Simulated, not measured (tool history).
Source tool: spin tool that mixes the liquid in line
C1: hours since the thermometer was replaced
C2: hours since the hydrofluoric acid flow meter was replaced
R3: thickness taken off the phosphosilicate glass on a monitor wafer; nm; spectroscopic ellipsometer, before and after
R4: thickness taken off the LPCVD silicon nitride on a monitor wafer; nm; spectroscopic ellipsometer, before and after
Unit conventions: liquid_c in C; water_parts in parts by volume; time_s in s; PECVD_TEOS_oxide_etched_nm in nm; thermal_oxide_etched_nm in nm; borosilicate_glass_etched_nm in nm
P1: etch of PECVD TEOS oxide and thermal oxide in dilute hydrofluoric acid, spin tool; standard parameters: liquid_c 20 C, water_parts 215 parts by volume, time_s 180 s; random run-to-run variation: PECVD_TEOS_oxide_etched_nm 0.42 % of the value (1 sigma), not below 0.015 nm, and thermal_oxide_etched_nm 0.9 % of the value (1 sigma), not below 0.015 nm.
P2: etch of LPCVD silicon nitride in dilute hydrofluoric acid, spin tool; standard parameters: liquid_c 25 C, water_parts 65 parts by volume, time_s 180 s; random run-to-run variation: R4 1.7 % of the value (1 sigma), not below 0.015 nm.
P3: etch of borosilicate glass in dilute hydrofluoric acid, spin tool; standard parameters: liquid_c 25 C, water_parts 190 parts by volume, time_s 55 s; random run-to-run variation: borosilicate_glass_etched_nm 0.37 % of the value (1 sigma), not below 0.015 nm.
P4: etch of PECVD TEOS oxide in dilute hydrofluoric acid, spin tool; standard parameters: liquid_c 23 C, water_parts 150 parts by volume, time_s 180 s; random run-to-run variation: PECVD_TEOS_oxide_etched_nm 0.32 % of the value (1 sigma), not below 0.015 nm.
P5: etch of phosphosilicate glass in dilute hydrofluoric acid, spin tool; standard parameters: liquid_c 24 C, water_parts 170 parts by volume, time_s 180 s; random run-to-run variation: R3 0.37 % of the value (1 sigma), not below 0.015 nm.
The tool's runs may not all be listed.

Run 1, hour 13.1: process P1, liquid_c 20 C, water_parts 215 parts by volume, time_s 180 s; C1 715.2; C2 1112.2. Result: PECVD_TEOS_oxide_etched_nm 6.9385 nm, thermal_oxide_etched_nm 2.9047 nm.
Run 2, hour 22.9: process P1, liquid_c 20 C, water_parts 215 parts by volume, time_s 180 s; C1 725; C2 1122. Result: PECVD_TEOS_oxide_etched_nm 6.9356 nm, thermal_oxide_etched_nm 2.9666 nm.
Run 3, hour 38.4: process P5, liquid_c 24 C, water_parts 170 parts by volume, time_s 180 s; C1 740.5; C2 1137.5. Result: R3 58.493 nm.
Run 4, hour 46.1: process P1, liquid_c 20 C, water_parts 130 parts by volume, time_s 180 s; C1 748.2; C2 1145.2. Result: PECVD_TEOS_oxide_etched_nm 12.382 nm, thermal_oxide_etched_nm 5.3592 nm.
Run 5, hour 63.5: process P4, liquid_c 23 C, water_parts 150 parts by volume, time_s 180 s; C1 765.6; C2 1162.6. Result: PECVD_TEOS_oxide_etched_nm 22.509 nm.
Run 6, hour 75.9: process P2, liquid_c 25 C, water_parts 65 parts by volume, time_s 180 s; C1 778; C2 1175. Result: R4 1.2508 nm.
Run 7, hour 85.6: process P1, liquid_c 20 C, water_parts 215 parts by volume, time_s 310 s; C1 787.7; C2 1184.7. Result: PECVD_TEOS_oxide_etched_nm 11.92 nm, thermal_oxide_etched_nm 5.139 nm.
Run 8, hour 97.8: process P5, liquid_c 24 C, water_parts 170 parts by volume, time_s 180 s; C1 799.9; C2 1196.9. Result: R3 58.721 nm.
Run 9, hour 109.2: process P2, liquid_c 25 C, water_parts 65 parts by volume, time_s 90 s; C1 811.3; C2 1208.3. Result: R4 0.67728 nm.
Run 10, hour 125.4: process P1, liquid_c 17 C, water_parts 215 parts by volume, time_s 180 s; C1 827.5; C2 1224.5. Result: PECVD_TEOS_oxide_etched_nm 6.1278 nm, thermal_oxide_etched_nm 2.6597 nm.
Run 11, hour 138: process P5, liquid_c 24 C, water_parts 260 parts by volume, time_s 180 s; C1 840.1; C2 1237.1. Result: R3 35.148 nm.
Run 12, hour 146.4: process P1, liquid_c 20 C, water_parts 215 parts by volume, time_s 180 s; C1 848.5; C2 1245.5. Result: PECVD_TEOS_oxide_etched_nm 6.8754 nm, thermal_oxide_etched_nm 2.9993 nm.
Run 13, hour 156.6: process P3, liquid_c 25 C, water_parts 190 parts by volume, time_s 100 s; C1 858.7; C2 1255.7. Result: borosilicate_glass_etched_nm 19.107 nm.
Run 14, hour 170.6: process P4, liquid_c 23 C, water_parts 150 parts by volume, time_s 15 s; C1 872.7; C2 1269.7. Result: PECVD_TEOS_oxide_etched_nm 1.8925 nm.
Run 15, hour 183.7: process P2, liquid_c 25 C, water_parts 65 parts by volume, time_s 180 s; C1 885.8; C2 1282.8. Result: R4 1.3126 nm.
Run 16, hour 199.6: process P1, liquid_c 27 C, water_parts 215 parts by volume, time_s 315 s; C1 901.7; C2 1298.7. Result: PECVD_TEOS_oxide_etched_nm 15.574 nm, thermal_oxide_etched_nm 6.6474 nm.
Run 17, hour 213.8: process P5, liquid_c 18 C, water_parts 170 parts by volume, time_s 180 s; C1 915.9; C2 1312.9. Result: R3 46.478 nm.
Run 18, hour 230.1: process P1, liquid_c 20 C, water_parts 215 parts by volume, time_s 180 s; C1 932.2; C2 1329.2. Result: PECVD_TEOS_oxide_etched_nm 6.9156 nm, thermal_oxide_etched_nm 2.9988 nm.
Run 19, hour 246.2: process P5, liquid_c 24 C, water_parts 170 parts by volume, time_s 305 s; C1 948.3; C2 1345.3. Result: R3 98.941 nm.
Run 20, hour 256.6: process P2, liquid_c 17 C, water_parts 65 parts by volume, time_s 180 s; C1 958.7; C2 1355.7. Result: R4 0.77211 nm.
Run 21, hour 272.2: process P3, liquid_c 25 C, water_parts 80 parts by volume, time_s 55 s; C1 974.3; C2 1371.3. Result: borosilicate_glass_etched_nm 28.271 nm.
Run 22, hour 284.6: process P1, liquid_c 20 C, water_parts 345 parts by volume, time_s 180 s; C1 986.7; C2 1383.7. Result: PECVD_TEOS_oxide_etched_nm 3.798 nm, thermal_oxide_etched_nm 1.6265 nm.
Run 23, hour 298.2: process P1, liquid_c 20 C, water_parts 215 parts by volume, time_s 15 s; C1 1000.3; C2 1397.3. Result: PECVD_TEOS_oxide_etched_nm 0.57248 nm, thermal_oxide_etched_nm 0.27067 nm.
Run 24, hour 307.9: process P1, liquid_c 20 C, water_parts 215 parts by volume, time_s 180 s; C1 1010; C2 1407. Result: PECVD_TEOS_oxide_etched_nm 6.9203 nm, thermal_oxide_etched_nm 2.9771 nm.
Run 25, hour 317.9: process P1, liquid_c 24.5 C, water_parts 320 parts by volume, time_s 180 s; C1 1020; C2 1417. Result: PECVD_TEOS_oxide_etched_nm 4.9629 nm, thermal_oxide_etched_nm 2.1434 nm.
Run 26, hour 332.5: process P4, liquid_c 23 C, water_parts 150 parts by volume, time_s 180 s; C1 1034.6; C2 1431.6. Result: PECVD_TEOS_oxide_etched_nm 22.504 nm.
Run 27, hour 340.9: process P3, liquid_c 25 C, water_parts 190 parts by volume, time_s 55 s; C1 1043; C2 1440. Result: borosilicate_glass_etched_nm 10.49 nm.
Run 28, hour 352: process P3, liquid_c 29.5 C, water_parts 190 parts by volume, time_s 55 s; C1 1054.1; C2 1451.1. Result: borosilicate_glass_etched_nm 12.236 nm.
Run 29, hour 367.3: process P2, liquid_c 25 C, water_parts 40 parts by volume, time_s 180 s; C1 1069.4; C2 1466.4. Result: R4 2.1004 nm.
Run 30, hour 382: process P4, liquid_c 23 C, water_parts 80 parts by volume, time_s 180 s; C1 1084.1; C2 1481.1. Result: PECVD_TEOS_oxide_etched_nm 45.937 nm.
Run 31, hour 393.2: process P1, liquid_c 27.5 C, water_parts 215 parts by volume, time_s 180 s; C1 1095.3; C2 1492.3. Result: PECVD_TEOS_oxide_etched_nm 9.0975 nm, thermal_oxide_etched_nm 3.8646 nm.
Run 32, hour 409.8: process P3, liquid_c 25 C, water_parts 190 parts by volume, time_s 55 s; C1 1111.9; C2 1508.9. Result: borosilicate_glass_etched_nm 10.465 nm.
Run 33, hour 422.1: process P1, liquid_c 26.5 C, water_parts 350 parts by volume, time_s 180 s; C1 1124.2; C2 1521.2. Result: PECVD_TEOS_oxide_etched_nm 4.7156 nm, thermal_oxide_etched_nm 1.9908 nm.
Run 34, hour 434.7: process P4, liquid_c 28 C, water_parts 150 parts by volume, time_s 180 s; C1 1136.8; C2 1533.8. Result: PECVD_TEOS_oxide_etched_nm 27.315 nm.
Run 35, hour 445.5: process P1, liquid_c 20 C, water_parts 215 parts by volume, time_s 180 s; C1 1147.6; C2 1544.6. Result: PECVD_TEOS_oxide_etched_nm 6.8959 nm, thermal_oxide_etched_nm 2.9601 nm.
Run 36, hour 455: process P1, liquid_c 20 C, water_parts 215 parts by volume, time_s 180 s; C1 1157.1; C2 1554.1. Result: PECVD_TEOS_oxide_etched_nm 7.221 nm, thermal_oxide_etched_nm 3.1181 nm.
Run 37, hour 463.1: process P1, liquid_c 20 C, water_parts 215 parts by volume, time_s 180 s; C1 1165.2; C2 1562.2. Result: PECVD_TEOS_oxide_etched_nm 7.4168 nm, thermal_oxide_etched_nm 3.1941 nm.
Run 38, hour 474.4: process P1, liquid_c 20 C, water_parts 215 parts by volume, time_s 180 s; C1 1176.5; C2 1573.5. Result: PECVD_TEOS_oxide_etched_nm 7.4352 nm, thermal_oxide_etched_nm 3.2013 nm.
Run 39, hour 483.7: process P1, liquid_c 20 C, water_parts 215 parts by volume, time_s 180 s; C1 1185.8; C2 1582.8. Result: PECVD_TEOS_oxide_etched_nm 7.5448 nm, thermal_oxide_etched_nm 3.2594 nm.
Run 40, hour 491.6: process P1, liquid_c 20 C, water_parts 215 parts by volume, time_s 180 s; C1 1193.7; C2 1590.7. Result: PECVD_TEOS_oxide_etched_nm 7.5278 nm, thermal_oxide_etched_nm 3.2082 nm.
Run 41, hour 499.4: process P1, liquid_c 20 C, water_parts 215 parts by volume, time_s 180 s; C1 1201.5; C2 1598.5. Result: PECVD_TEOS_oxide_etched_nm 7.5766 nm, thermal_oxide_etched_nm 3.2458 nm.

Something has made what P1 gives creep away from where it was; the 2 causes below, each at its own stated size, fit the log equally well:
A: hydrofluoric acid flow above the setpoint (%) = 7.84
B: liquid hotter than its thermometer reads (K) = 2.41
Creep in the process output first set in at about hour 445.5.

4 check runs are offered, each on 3 wafers whose results are averaged, their results left as question marks. Which one tells the causes apart?
Run check 1, hour 507.2: process P5, liquid_c 24 C, water_parts 170 parts by volume, time_s 180 s. Result: R3 ?.
Run check 2, hour 507.2: process P2, liquid_c 25 C, water_parts 65 parts by volume, time_s 180 s. Result: R4 ?.
Run check 3, hour 507.2: process P3, liquid_c 25 C, water_parts 190 parts by volume, time_s 55 s. Result: borosilicate_glass_etched_nm ?.
Run check 4, hour 507.2: process P4, liquid_c 23 C, water_parts 150 parts by volume, time_s 180 s. Result: PECVD_TEOS_oxide_etched_nm ?.

What every check run would give for each of its results, assuming each possible cause in turn:
  check                        result    if A    if B
check 1                            R3  64.071  64.095
check 2                            R4   1.399  1.5221
check 3  borosilicate_glass_etched_nm  11.419   11.38
check 4    PECVD_TEOS_oxide_etched_nm  24.617   24.72
Separation of the two closest causes in each check, using whichever result separates them best: check 1 0.04 %; check 2 8.43 %; check 3 0.34 %; check 4 0.42 %
Check 2 is the one run that separates the causes; every other check would come out nearly the same whichever cause is at work.

Here is what check 2 returned: R4 1.5481 nm. Which cause is it?

It was cause B: liquid hotter than its thermometer reads (K).
